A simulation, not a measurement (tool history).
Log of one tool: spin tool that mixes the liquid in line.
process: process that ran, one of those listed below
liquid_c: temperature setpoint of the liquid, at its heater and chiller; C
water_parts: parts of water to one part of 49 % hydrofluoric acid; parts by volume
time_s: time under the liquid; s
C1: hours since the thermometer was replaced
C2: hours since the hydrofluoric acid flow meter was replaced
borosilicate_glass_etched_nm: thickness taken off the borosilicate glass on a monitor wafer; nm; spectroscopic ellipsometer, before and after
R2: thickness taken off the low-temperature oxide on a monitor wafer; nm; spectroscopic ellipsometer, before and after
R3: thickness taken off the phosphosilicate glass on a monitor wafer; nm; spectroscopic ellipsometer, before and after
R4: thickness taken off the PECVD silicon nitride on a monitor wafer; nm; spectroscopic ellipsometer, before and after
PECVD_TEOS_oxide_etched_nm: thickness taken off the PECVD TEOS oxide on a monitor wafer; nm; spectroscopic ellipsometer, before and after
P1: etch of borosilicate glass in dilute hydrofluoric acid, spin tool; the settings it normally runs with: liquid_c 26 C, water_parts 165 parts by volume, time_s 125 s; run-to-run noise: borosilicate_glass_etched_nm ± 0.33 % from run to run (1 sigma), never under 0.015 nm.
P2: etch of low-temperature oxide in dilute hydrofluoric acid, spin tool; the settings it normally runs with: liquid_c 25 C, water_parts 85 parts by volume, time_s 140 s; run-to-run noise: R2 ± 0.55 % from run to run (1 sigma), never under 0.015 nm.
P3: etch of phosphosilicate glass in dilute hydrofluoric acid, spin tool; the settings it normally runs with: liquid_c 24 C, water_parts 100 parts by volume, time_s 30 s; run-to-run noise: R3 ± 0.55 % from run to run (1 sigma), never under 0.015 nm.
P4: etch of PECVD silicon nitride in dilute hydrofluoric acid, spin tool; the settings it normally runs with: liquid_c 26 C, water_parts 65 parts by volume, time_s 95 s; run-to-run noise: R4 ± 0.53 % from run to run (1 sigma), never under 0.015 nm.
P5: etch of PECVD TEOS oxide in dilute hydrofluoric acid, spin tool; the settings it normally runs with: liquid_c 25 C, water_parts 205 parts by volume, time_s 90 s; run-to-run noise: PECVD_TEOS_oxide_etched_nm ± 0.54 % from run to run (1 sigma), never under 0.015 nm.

Run 1, hour 8: process P1, liquid_c 26 C, water_parts 165 parts by volume, time_s 125 s; C1 358.3; C2 444.3. Result: borosilicate_glass_etched_nm 28.822 nm.
Run 2, hour 19.2: process P2, liquid_c 25 C, water_parts 85 parts by volume, time_s 140 s; C1 369.5; C2 455.5. Result: R2 57.271 nm.
Run 3, hour 29: process P1, liquid_c 31.5 C, water_parts 165 parts by volume, time_s 125 s; C1 379.3; C2 465.3. Result: borosilicate_glass_etched_nm 34.741 nm.
Run 4, hour 40.6: process P1, liquid_c 26 C, water_parts 165 parts by volume, time_s 125 s; C1 390.9; C2 476.9. Result: borosilicate_glass_etched_nm 28.511 nm.
Run 5, hour 50.2: process P2, liquid_c 18.5 C, water_parts 85 parts by volume, time_s 140 s; C1 400.5; C2 486.5. Result: R2 43.901 nm.
Run 6, hour 61.5: process P3, liquid_c 24 C, water_parts 100 parts by volume, time_s 30 s; C1 411.8; C2 497.8. Result: R3 29.975 nm.
Run 7, hour 70.2: process P4, liquid_c 26 C, water_parts 65 parts by volume, time_s 50 s; C1 420.5; C2 506.5. Result: R4 2.802 nm.
Run 8, hour 80.1: process P1, liquid_c 26 C, water_parts 165 parts by volume, time_s 60 s; C1 430.4; C2 516.4. Result: borosilicate_glass_etched_nm 13.709 nm.
Run 9, hour 90.5: process P1, liquid_c 26 C, water_parts 165 parts by volume, time_s 125 s; C1 440.8; C2 526.8. Result: borosilicate_glass_etched_nm 28.563 nm.
Run 10, hour 96.4: process P4, liquid_c 26 C, water_parts 105 parts by volume, time_s 95 s; C1 446.7; C2 532.7. Result: R4 3.343 nm.
Run 11, hour 102.2: process P5, liquid_c 32 C, water_parts 205 parts by volume, time_s 90 s; C1 452.5; C2 538.5. Result: PECVD_TEOS_oxide_etched_nm 11.416 nm.
Run 12, hour 112.3: process P1, liquid_c 26 C, water_parts 165 parts by volume, time_s 125 s; C1 462.6; C2 548.6. Result: borosilicate_glass_etched_nm 28.596 nm.
Run 13, hour 118.5: process P4, liquid_c 26 C, water_parts 65 parts by volume, time_s 95 s; C1 468.8; C2 554.8. Result: R4 5.3534 nm.
Run 14, hour 126: process P5, liquid_c 25 C, water_parts 360 parts by volume, time_s 90 s; C1 476.3; C2 562.3. Result: PECVD_TEOS_oxide_etched_nm 4.3746 nm.
Run 15, hour 134.2: process P3, liquid_c 24 C, water_parts 100 parts by volume, time_s 30 s; C1 484.5; C2 570.5. Result: R3 30.22 nm.
Run 16, hour 143.8: process P5, liquid_c 25 C, water_parts 205 parts by volume, time_s 90 s; C1 494.1; C2 580.1. Result: PECVD_TEOS_oxide_etched_nm 8.935 nm.
Run 17, hour 151.7: process P2, liquid_c 25 C, water_parts 50 parts by volume, time_s 140 s; C1 502; C2 588. Result: R2 101.95 nm.
Run 18, hour 163.1: process P3, liquid_c 24 C, water_parts 145 parts by volume, time_s 30 s; C1 513.4; C2 599.4. Result: R3 19.564 nm.
At hour 173.8: hydrofluoric acid flow meter replaced.
Run 19, hour 174.7: process P2, liquid_c 25 C, water_parts 85 parts by volume, time_s 25 s; C1 525; C2 1. Result: R2 10.378 nm.
Run 20, hour 181.1: process P3, liquid_c 18.5 C, water_parts 100 parts by volume, time_s 30 s; C1 531.4; C2 7.4. Result: R3 24.177 nm.
Run 21, hour 189.6: process P1, liquid_c 26 C, water_parts 165 parts by volume, time_s 125 s; C1 539.9; C2 15.9. Result: borosilicate_glass_etched_nm 28.627 nm.
Run 22, hour 195.6: process P3, liquid_c 24 C, water_parts 100 parts by volume, time_s 50 s; C1 545.9; C2 21.9. Result: R3 50.151 nm.
Run 23, hour 202.3: process P1, liquid_c 26 C, water_parts 165 parts by volume, time_s 235 s; C1 552.6; C2 28.6. Result: borosilicate_glass_etched_nm 53.814 nm.
Run 24, hour 209.2: process P1, liquid_c 19.5 C, water_parts 165 parts by volume, time_s 125 s; C1 559.5; C2 35.5. Result: borosilicate_glass_etched_nm 22.323 nm.
Run 25, hour 220.6: process P1, liquid_c 22 C, water_parts 165 parts by volume, time_s 65 s; C1 570.9; C2 46.9. Result: borosilicate_glass_etched_nm 12.802 nm.
Run 26, hour 229.5: process P1, liquid_c 26 C, water_parts 220 parts by volume, time_s 15 s; C1 579.8; C2 55.8. Result: borosilicate_glass_etched_nm 2.4218 nm.
Run 27, hour 237.1: process P4, liquid_c 31 C, water_parts 65 parts by volume, time_s 95 s; C1 587.4; C2 63.4. Result: R4 7.3097 nm.
Run 28, hour 242.8: process P1, liquid_c 26 C, water_parts 165 parts by volume, time_s 125 s; C1 593.1; C2 69.1. Result: borosilicate_glass_etched_nm 28.704 nm.
Run 29, hour 253.5: process P1, liquid_c 26 C, water_parts 295 parts by volume, time_s 125 s; C1 603.8; C2 79.8. Result: borosilicate_glass_etched_nm 13.881 nm.
Run 30, hour 261.1: process P1, liquid_c 26 C, water_parts 100 parts by volume, time_s 125 s; C1 611.4; C2 87.4. Result: borosilicate_glass_etched_nm 51.122 nm.
Run 31, hour 273.3: process P5, liquid_c 25 C, water_parts 205 parts by volume, time_s 45 s; C1 623.6; C2 99.6. Result: PECVD_TEOS_oxide_etched_nm 4.4757 nm.
Run 32, hour 280.6: process P1, liquid_c 26 C, water_parts 165 parts by volume, time_s 125 s; C1 630.9; C2 106.9. Result: borosilicate_glass_etched_nm 28.744 nm.
Run 33, hour 286.8: process P1, liquid_c 26 C, water_parts 165 parts by volume, time_s 125 s; C1 637.1; C2 113.1. Result: borosilicate_glass_etched_nm 28.217 nm.
Run 34, hour 294: process P1, liquid_c 26 C, water_parts 165 parts by volume, time_s 125 s; C1 644.3; C2 120.3. Result: borosilicate_glass_etched_nm 27.929 nm.
Run 35, hour 299.6: process P1, liquid_c 26 C, water_parts 165 parts by volume, time_s 125 s; C1 649.9; C2 125.9. Result: borosilicate_glass_etched_nm 27.64 nm.
Run 36, hour 311.1: process P1, liquid_c 26 C, water_parts 165 parts by volume, time_s 125 s; C1 661.4; C2 137.4. Result: borosilicate_glass_etched_nm 27.426 nm.
Run 37, hour 321.6: process P1, liquid_c 26 C, water_parts 165 parts by volume, time_s 125 s; C1 671.9; C2 147.9. Result: borosilicate_glass_etched_nm 27.025 nm.
Run 38, hour 331.5: process P1, liquid_c 26 C, water_parts 165 parts by volume, time_s 125 s; C1 681.8; C2 157.8. Result: borosilicate_glass_etched_nm 27.073 nm.
Run 39, hour 339.9: process P1, liquid_c 26 C, water_parts 165 parts by volume, time_s 125 s; C1 690.2; C2 166.2. Result: borosilicate_glass_etched_nm 27.162 nm.
Run 40, hour 349.6: process P1, liquid_c 26 C, water_parts 165 parts by volume, time_s 125 s; C1 699.9; C2 175.9. Result: borosilicate_glass_etched_nm 26.949 nm.
Run 41, hour 360.4: process P1, liquid_c 26 C, water_parts 165 parts by volume, time_s 125 s; C1 710.7; C2 186.7. Result: borosilicate_glass_etched_nm 27.106 nm.
Run 42, hour 366.9: process P1, liquid_c 26 C, water_parts 165 parts by volume, time_s 125 s; C1 717.2; C2 193.2. Result: borosilicate_glass_etched_nm 27.191 nm.

The output of P1 has drifted from where it used to be. Each of the 2 causes below, taken at the size shown beside it, accounts for the log equally well:
A: liquid colder than its thermometer reads (K) = 1.54
B: hydrofluoric acid flow below the setpoint (%) = 4.68
The process output started creeping at around hour 280.6.

Question marks stand in for the results of the 4 check runs listed below, each run on one wafer. Under which run would the listed causes show clearly different results?
Run check 1, hour 373.4: process P4, liquid_c 26 C, water_parts 65 parts by volume, time_s 95 s. Result: R4 ?.
Run check 2, hour 373.4: process P2, liquid_c 25 C, water_parts 85 parts by volume, time_s 140 s. Result: R2 ?.
Run check 3, hour 373.4: process P5, liquid_c 25 C, water_parts 205 parts by volume, time_s 90 s. Result: PECVD_TEOS_oxide_etched_nm ?.
Run check 4, hour 373.4: process P3, liquid_c 24 C, water_parts 100 parts by volume, time_s 30 s. Result: R3 ?.

Outcome of each check run for each possible cause:
  check                      result    if A    if B
check 1                          R4  4.8251  5.0971
check 2                          R2  53.934  54.385
check 3  PECVD_TEOS_oxide_etched_nm  8.4979  8.4783
check 4                          R3   28.21  28.423
Smallest distance between any two causes, each pair judged by its most separating result, in per cent: check 1 5.48 %; check 2 0.83 %; check 3 0.23 %; check 4 0.75 %
Check 1 tells the causes apart: in the others they would give nearly the same result.

Running check 1 produced the following: R4 5.0971 nm. Which one of the listed causes fits?

B is the cause: hydrofluoric acid flow below the setpoint (%).
